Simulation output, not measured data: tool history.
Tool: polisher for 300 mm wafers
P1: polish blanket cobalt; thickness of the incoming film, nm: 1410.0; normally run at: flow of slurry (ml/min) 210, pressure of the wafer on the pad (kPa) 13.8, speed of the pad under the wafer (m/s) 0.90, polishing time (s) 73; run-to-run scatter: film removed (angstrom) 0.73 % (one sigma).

run     day  flow of slurry (ml/min)  pressure of the wafer on the pad (kPa)  speed of the pad under the wafer (m/s)  polishing time (s)  wafers polished on this pad  hours since the slurry nozzle was cleaned  hours since the head pressure was calibrated  film removed (angstrom)
  1   0.333                      210                                    13.8                                    0.90                  73                          544                                       76.5                                         390.8                   3259.7
  2   0.688                      210                                    13.8                                    0.90                  73                          653                                       85.0                                         399.3                   3286.0
  3   1.362                      210                                    13.8                                    0.90                  73                          861                                      101.2                                         415.5                   3215.0
  4   1.996                      315                                    13.8                                    0.48                  73                         1055                                      116.4                                         430.7                   1797.2
  5   2.612                      330                                    13.8                                    0.90                  73                         1245                                      131.2                                         445.5                   3413.9
  6   3.133                      210                                    13.8                                    0.50                  73                         1405                                      143.7                                         458.0                   1815.8
  7   3.838                      210                                    19.3                                    0.90                  73                         1621                                      160.6                                         474.9                   4558.6
  8   4.446                      210                                    13.8                                    0.90                  73                         1808                                      175.2                                         489.5                   3260.3
  9   4.988                      210                                    13.8                                    0.90                  73                         1974                                      188.2                                         502.5                   3222.0
 10   5.379                      210                                    13.8                                    0.90                 115                         2095                                      197.6                                         511.9                   5085.3
 11   5.925                      150                                    13.8                                    0.90                  73                         2262                                      210.7                                         525.0                   3104.7
 12   6.588                      210                                    13.8                                    0.90                  73                         2466                                      226.6                                         540.9                   3217.3
 13   7.250                      210                                    13.8                                    1.24                  73                         2669                                      242.5                                         556.8                   4490.1
 14   7.983                      210                                     6.2                                    0.90                  73                         2895                                      260.1                                         574.4                   1449.3
 15   8.475                      210                                    13.8                                    0.90                  52                         3046                                      271.9                                         586.2                   2305.4
 16   8.833                      210                                    13.8                                    0.90                  73                         3156                                      280.5                                         594.8                   3251.0
 17   9.254                      210                                    13.8                                    0.90                  73                         3285                                      290.6                                         604.9                   3202.1
 18   9.879                      210                                    13.8                                    0.90                  73                         3477                                      305.6                                         619.9                   3108.2
 19  10.504                      210                                    13.8                                    0.90                  73                         3669                                      320.6                                         634.9                   3068.1
 20  10.867                      210                                    13.8                                    0.90                  73                         3781                                      329.3                                         643.6                   3084.4

Forecast run 21:
     10.879  -- head pressure recalibrated
 21  11.479                      210                                    13.8                                    0.90                  73                         3969                                      344.0                                          14.4                        ?

Run 21 gave film removed (angstrom) 3012.7.

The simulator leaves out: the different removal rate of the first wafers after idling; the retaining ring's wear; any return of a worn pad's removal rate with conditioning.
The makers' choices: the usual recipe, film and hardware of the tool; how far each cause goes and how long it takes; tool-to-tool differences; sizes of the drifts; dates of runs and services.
